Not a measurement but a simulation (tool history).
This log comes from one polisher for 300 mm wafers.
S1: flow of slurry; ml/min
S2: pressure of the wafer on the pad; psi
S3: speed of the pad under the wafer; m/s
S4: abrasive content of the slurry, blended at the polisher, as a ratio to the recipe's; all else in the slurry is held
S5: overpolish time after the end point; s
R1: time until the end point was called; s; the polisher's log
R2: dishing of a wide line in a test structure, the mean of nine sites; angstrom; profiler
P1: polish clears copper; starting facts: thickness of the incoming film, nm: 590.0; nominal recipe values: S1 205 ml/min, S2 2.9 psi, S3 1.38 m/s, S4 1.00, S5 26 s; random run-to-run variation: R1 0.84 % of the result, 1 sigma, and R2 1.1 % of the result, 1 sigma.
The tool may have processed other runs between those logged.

run,hour,S1,S2,S3,S4,S5,R1,R2
1,12.3,205,2.9,1.38,1.00,26,153.160,546.54
2,25.4,205,2.9,1.86,1.00,8,114.230,282.39
3,36.5,205,2.9,1.38,1.00,26,152.700,552.82
4,45.8,205,2.9,1.38,1.35,26,141.200,594.07
5,61.9,205,4.5,1.38,1.00,26,98.599,760.71
6,70.7,205,3.6,1.38,1.00,41,120.700,837.45
7,86.1,205,2.9,1.38,1.00,8,153.180,217.36
# hour 89.7: slurry blender recalibrated
8,99.0,205,2.9,0.76,1.00,26,282.280,363.86
9,107.0,205,2.9,1.38,1.00,26,151.390,556.81
10,117.7,205,2.9,1.38,1.00,50,153.170,805.39
11,128.5,205,2.9,0.66,1.00,45,313.660,493.87
12,138.4,205,1.4,1.38,1.00,26,309.580,308.32
13,153.9,125,2.9,1.38,1.00,26,163.330,530.84
14,166.2,295,2.9,1.38,1.00,26,145.900,574.58

Run 15 has not been measured yet. What should we expect?
15,181.7,205,2.9,1.38,0.70,26,?,?

R1: 163.660 s
R2: 522.30 angstrom
